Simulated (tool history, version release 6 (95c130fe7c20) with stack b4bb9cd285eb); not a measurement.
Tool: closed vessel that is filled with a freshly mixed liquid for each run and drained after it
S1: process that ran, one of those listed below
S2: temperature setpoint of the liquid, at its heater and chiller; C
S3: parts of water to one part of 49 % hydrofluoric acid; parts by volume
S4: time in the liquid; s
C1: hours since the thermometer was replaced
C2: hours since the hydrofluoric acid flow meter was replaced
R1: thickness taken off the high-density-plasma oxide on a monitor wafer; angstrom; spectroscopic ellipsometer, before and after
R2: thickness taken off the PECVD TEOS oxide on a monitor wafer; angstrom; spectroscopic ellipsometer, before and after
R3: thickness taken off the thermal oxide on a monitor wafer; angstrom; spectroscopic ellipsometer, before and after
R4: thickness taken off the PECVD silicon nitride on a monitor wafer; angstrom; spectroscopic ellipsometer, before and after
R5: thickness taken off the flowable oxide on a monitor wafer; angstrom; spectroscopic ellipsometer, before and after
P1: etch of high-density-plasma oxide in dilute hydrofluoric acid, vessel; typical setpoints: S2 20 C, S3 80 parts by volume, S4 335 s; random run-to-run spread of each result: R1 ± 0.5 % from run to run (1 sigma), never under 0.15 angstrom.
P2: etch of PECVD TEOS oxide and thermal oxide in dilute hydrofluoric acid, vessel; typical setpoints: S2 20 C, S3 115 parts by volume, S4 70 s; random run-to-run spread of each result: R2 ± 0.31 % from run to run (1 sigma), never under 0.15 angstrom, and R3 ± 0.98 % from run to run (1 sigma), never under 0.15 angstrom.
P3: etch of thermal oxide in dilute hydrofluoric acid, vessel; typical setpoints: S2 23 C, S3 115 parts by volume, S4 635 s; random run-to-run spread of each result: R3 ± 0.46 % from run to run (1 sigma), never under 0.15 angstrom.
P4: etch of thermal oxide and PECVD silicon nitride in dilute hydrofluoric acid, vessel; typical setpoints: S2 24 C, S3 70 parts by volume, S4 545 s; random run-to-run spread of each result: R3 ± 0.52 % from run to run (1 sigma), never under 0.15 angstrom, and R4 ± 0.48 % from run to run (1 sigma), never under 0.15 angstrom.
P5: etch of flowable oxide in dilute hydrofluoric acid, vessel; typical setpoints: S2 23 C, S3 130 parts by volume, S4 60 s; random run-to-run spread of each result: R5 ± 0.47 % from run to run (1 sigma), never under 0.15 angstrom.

Run 1, hour 2.8: S1 P1, S2 20 C, S3 80 parts by volume, S4 335 s; C1 1059.9; C2 456. Result: R1 214.93 angstrom.
Run 2, hour 7.7: S1 P2, S2 20 C, S3 115 parts by volume, S4 70 s; C1 1064.8; C2 460.9. Result: R2 114.84 angstrom, R3 23.097 angstrom.
Run 3, hour 12.8: S1 P3, S2 23 C, S3 210 parts by volume, S4 635 s; C1 1069.9; C2 466. Result: R3 118.12 angstrom.
Run 4, hour 18.5: S1 P1, S2 20 C, S3 80 parts by volume, S4 335 s; C1 1075.6; C2 471.7. Result: R1 213.35 angstrom.
Run 5, hour 22.8: S1 P4, S2 24 C, S3 70 parts by volume, S4 545 s; C1 1079.9; C2 476. Result: R3 367.96 angstrom, R4 450.44 angstrom.
Run 6, hour 28.6: S1 P3, S2 23 C, S3 115 parts by volume, S4 635 s; C1 1085.7; C2 481.8. Result: R3 239.17 angstrom.
Run 7, hour 33.9: S1 P1, S2 24.5 C, S3 80 parts by volume, S4 335 s; C1 1091; C2 487.1. Result: R1 258.13 angstrom.
Run 8, hour 39.9: S1 P1, S2 20 C, S3 80 parts by volume, S4 630 s; C1 1097; C2 493.1. Result: R1 405.62 angstrom.
Run 9, hour 43.4: S1 P4, S2 27.5 C, S3 70 parts by volume, S4 545 s; C1 1100.5; C2 496.6. Result: R3 424.25 angstrom, R4 571.94 angstrom.
Run 10, hour 48.6: S1 P1, S2 20 C, S3 140 parts by volume, S4 645 s; C1 1105.7; C2 501.8. Result: R1 222.85 angstrom.
Run 11, hour 54.3: S1 P1, S2 20 C, S3 35 parts by volume, S4 490 s; C1 1111.4; C2 507.5. Result: R1 757.54 angstrom.
Run 12, hour 57.8: S1 P4, S2 24 C, S3 105 parts by volume, S4 545 s; C1 1114.9; C2 511. Result: R3 235.83 angstrom, R4 303.91 angstrom.
Run 13, hour 60.8: S1 P2, S2 24 C, S3 115 parts by volume, S4 70 s; C1 1117.9; C2 514. Result: R2 134.11 angstrom, R3 27.273 angstrom.
Run 14, hour 64.5: S1 P1, S2 20 C, S3 80 parts by volume, S4 335 s; C1 1121.6; C2 517.7. Result: R1 214.76 angstrom.
Run 15, hour 69.2: S1 P5, S2 23 C, S3 130 parts by volume, S4 30 s; C1 1126.3; C2 522.4. Result: R5 70.937 angstrom.
Run 16, hour 72.6: S1 P1, S2 20 C, S3 80 parts by volume, S4 30 s; C1 1129.7; C2 525.8. Result: R1 19.154 angstrom.
Run 17, hour 76.1: S1 P5, S2 23 C, S3 130 parts by volume, S4 60 s; C1 1133.2; C2 529.3. Result: R5 143.08 angstrom.
Run 18, hour 80.1: S1 P2, S2 20 C, S3 215 parts by volume, S4 70 s; C1 1137.2; C2 533.3. Result: R2 55.584 angstrom, R3 11.145 angstrom.
Run 19, hour 83.6: S1 P1, S2 20 C, S3 130 parts by volume, S4 335 s; C1 1140.7; C2 536.8. Result: R1 124.13 angstrom.
Run 20, hour 88: S1 P3, S2 19.5 C, S3 115 parts by volume, S4 635 s; C1 1145.1; C2 541.2. Result: R3 208.95 angstrom.
Run 21, hour 92.4: S1 P1, S2 20 C, S3 25 parts by volume, S4 335 s; C1 1149.5; C2 545.6. Result: R1 723.84 angstrom.
At hour 94: hydrofluoric acid flow meter replaced.
Run 22, hour 98: S1 P4, S2 24 C, S3 70 parts by volume, S4 980 s; C1 1155.1; C2 4. Result: R3 661.02 angstrom, R4 813.47 angstrom.
Run 23, hour 101.7: S1 P1, S2 20 C, S3 80 parts by volume, S4 335 s; C1 1158.8; C2 7.7. Result: R1 213.49 angstrom.
Run 24, hour 107: S1 P2, S2 20 C, S3 115 parts by volume, S4 70 s; C1 1164.1; C2 13. Result: R2 115.36 angstrom, R3 22.771 angstrom.
Run 25, hour 109.7: S1 P1, S2 20 C, S3 80 parts by volume, S4 335 s; C1 1166.8; C2 15.7. Result: R1 214.4 angstrom.
Run 26, hour 115.2: S1 P3, S2 23 C, S3 115 parts by volume, S4 355 s; C1 1172.3; C2 21.2. Result: R3 134.57 angstrom.
Run 27, hour 118.8: S1 P3, S2 23 C, S3 115 parts by volume, S4 635 s; C1 1175.9; C2 24.8. Result: R3 238.5 angstrom.
Run 28, hour 122.6: S1 P1, S2 17 C, S3 80 parts by volume, S4 335 s; C1 1179.7; C2 28.6. Result: R1 189.11 angstrom.
Run 29, hour 128: S1 P1, S2 20 C, S3 80 parts by volume, S4 335 s; C1 1185.1; C2 34. Result: R1 214.11 angstrom.
Run 30, hour 132.3: S1 P4, S2 24 C, S3 70 parts by volume, S4 545 s; C1 1189.4; C2 38.3. Result: R3 365.83 angstrom, R4 451.44 angstrom.
Run 31, hour 136.9: S1 P2, S2 20 C, S3 115 parts by volume, S4 30 s; C1 1194; C2 42.9. Result: R2 49.309 angstrom, R3 10.069 angstrom.
Run 32, hour 140: S1 P5, S2 30.5 C, S3 130 parts by volume, S4 60 s; C1 1197.1; C2 46. Result: R5 189.7 angstrom.
Run 33, hour 145.6: S1 P1, S2 20 C, S3 80 parts by volume, S4 335 s; C1 1202.7; C2 51.6. Result: R1 215.36 angstrom.
Run 34, hour 149.8: S1 P5, S2 23 C, S3 30 parts by volume, S4 60 s; C1 1206.9; C2 55.8. Result: R5 705.62 angstrom.
Run 35, hour 153.5: S1 P1, S2 20 C, S3 80 parts by volume, S4 335 s; C1 1210.6; C2 59.5. Result: R1 214.55 angstrom.
Run 36, hour 159: S1 P1, S2 20 C, S3 80 parts by volume, S4 335 s; C1 1216.1; C2 65. Result: R1 223.87 angstrom.
Run 37, hour 163.5: S1 P1, S2 20 C, S3 80 parts by volume, S4 335 s; C1 1220.6; C2 69.5. Result: R1 229.65 angstrom.
Run 38, hour 168.5: S1 P1, S2 20 C, S3 80 parts by volume, S4 335 s; C1 1225.6; C2 74.5. Result: R1 233.55 angstrom.
Run 39, hour 171.8: S1 P1, S2 20 C, S3 80 parts by volume, S4 335 s; C1 1228.9; C2 77.8. Result: R1 232.61 angstrom.
Run 40, hour 175: S1 P1, S2 20 C, S3 80 parts by volume, S4 335 s; C1 1232.1; C2 81. Result: R1 232.51 angstrom.
Run 41, hour 179.3: S1 P1, S2 20 C, S3 80 parts by volume, S4 335 s; C1 1236.4; C2 85.3. Result: R1 231.86 angstrom.
Run 42, hour 183.9: S1 P1, S2 20 C, S3 80 parts by volume, S4 335 s; C1 1241; C2 89.9. Result: R1 234.39 angstrom.

What P1 gives has crept off from where it sat before. The 2 causes that follow fit the log equally well, each at the size noted:
A: liquid hotter than its thermometer reads (K) = 2.14
B: hydrofluoric acid flow above the setpoint (%) = 8.42
Onset of the creep was near hour 153.5.

Below are 4 check runs, each on a single wafer, with their results shown as question marks. Which of them would tell the listed causes apart, meaning the causes would give clearly different results under it?
Run check 1, hour 188.5: S1 P3, S2 19.5 C, S3 115 parts by volume, S4 635 s. Result: R3 ?.
Run check 2, hour 188.5: S1 P5, S2 23 C, S3 70 parts by volume, S4 60 s. Result: R5 ?.
Run check 3, hour 188.5: S1 P4, S2 27 C, S3 70 parts by volume, S4 545 s. Result: R3 ?, R4 ?.
Run check 4, hour 188.5: S1 P2, S2 20 C, S3 205 parts by volume, S4 30 s. Result: R2 ?, R3 ?.

Predicted outcomes, by check and by cause:
  check  result    if A    if B
check 1      R3  227.75  228.65
check 2      R5  310.82  311.16
check 3      R3  450.85  452.97
check 3      R4  632.92  596.98
check 4      R2  27.271  27.686
check 4      R3  5.5123  5.5961
Gap, in per cent, between the two causes that each check separates least, read from the result that separates them most: check 1 0.39 %; check 2 0.11 %; check 3 5.84 %; check 4 1.51 %
The causes can be told apart only by check 3. The other checks would give nearly the same results under each of them.

Check 3 was carried out, with these results: R3 452.82 angstrom; R4 594.27 angstrom. Which of the listed causes is responsible?

Of the candidate causes, it is B: hydrofluoric acid flow above the setpoint (%).
